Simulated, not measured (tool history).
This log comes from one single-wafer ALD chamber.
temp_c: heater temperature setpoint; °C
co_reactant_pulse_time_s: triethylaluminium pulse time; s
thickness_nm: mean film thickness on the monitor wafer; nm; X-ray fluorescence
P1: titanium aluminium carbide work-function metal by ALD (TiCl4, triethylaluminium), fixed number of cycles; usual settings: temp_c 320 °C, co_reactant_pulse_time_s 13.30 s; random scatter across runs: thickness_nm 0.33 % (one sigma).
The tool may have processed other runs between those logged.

| run | day | temp_c | co_reactant_pulse_time_s | thickness_nm |
|---|---|---|---|---|
| 1 | 0.167 | 320 | 13.30 | 2.2755 |
| 2 | 0.367 | 335 | 13.30 | 2.4138 |
| 3 | 0.658 | 309 | 6.25 | 1.9474 |
| 4 | 0.979 | 320 | 5.05 | 1.8778 |
| 5 | 1.183 | 320 | 13.30 | 2.2667 |
| 6 | 1.362 | 320 | 13.30 | 2.2559 |
| 7 | 1.612 | 301 | 20.61 | 2.1107 |
| 8 | 1.788 | 320 | 13.30 | 2.2549 |
| 9 | 2.071 | 299 | 7.74 | 1.9436 |
| 10 | 2.300 | 320 | 13.30 | 2.2575 |
| 11 | 2.588 | 320 | 13.30 | 2.2771 |
| 12 | 2.796 | 320 | 19.37 | 2.2948 |
| 13 | 3.054 | 296 | 13.30 | 2.0554 |
| 14 | 3.408 | 320 | 13.30 | 2.2699 |
| 15 | 3.733 | 320 | 13.30 | 2.2449 |
| 16 | 3.925 | 320 | 13.30 | 2.2274 |
| 17 | 4.154 | 320 | 13.30 | 2.2378 |
| 18 | 4.425 | 320 | 13.30 | 2.2198 |
| 19 | 4.617 | 320 | 13.30 | 2.2206 |
| 20 | 4.817 | 320 | 13.30 | 2.2136 |
| 21 | 4.996 | 320 | 13.30 | 2.2232 |
| 22 | 5.342 | 320 | 13.30 | 2.2071 |
| 23 | 5.529 | 320 | 13.30 | 2.2211 |

What P1 gives has crept away from where it was. These 2 causes fit the log equally well, each at the size given:
A: wafer temperature below the value expected at the setpoint (K) = 5.57
B: triethylaluminium dose below that of a fresh bottle (%) = 25.3
At approximately day 3.408, the process output began to creep.

Of the 4 check runs listed below, each run on one wafer and each result written as a question mark, which would let you distinguish the listed causes because they would give clearly different results?
| check 1 | 5.717 | 297 | 13.30 | ? |
| check 2 | 5.717 | 329 | 13.30 | ? |
| check 3 | 5.717 | 320 | 6.08 | ? |
| check 4 | 5.717 | 331 | 13.30 | ? |

What every check run would give for each of its results, assuming each possible cause in turn:
| check | result | if A | if B |
|---|---|---|---|
| check 1 | thickness_nm | 2.0062 | 2.0099 |
| check 2 | thickness_nm | 2.2975 | 2.2959 |
| check 3 | thickness_nm | 1.9627 | 1.8112 |
| check 4 | thickness_nm | 2.3160 | 2.3140 |
Per-check spread between the two closest causes, in the result where they differ most: check 1 0.19 %; check 2 0.07 %; check 3 8.04 %; check 4 0.08 %
The causes can be told apart only by check 3. The other checks would give nearly the same results under each of them.

Check 3 was carried out, with these results: thickness_nm 1.9725 nm. Which of the listed causes is responsible?

It is A: wafer temperature below the value expected at the setpoint (K).

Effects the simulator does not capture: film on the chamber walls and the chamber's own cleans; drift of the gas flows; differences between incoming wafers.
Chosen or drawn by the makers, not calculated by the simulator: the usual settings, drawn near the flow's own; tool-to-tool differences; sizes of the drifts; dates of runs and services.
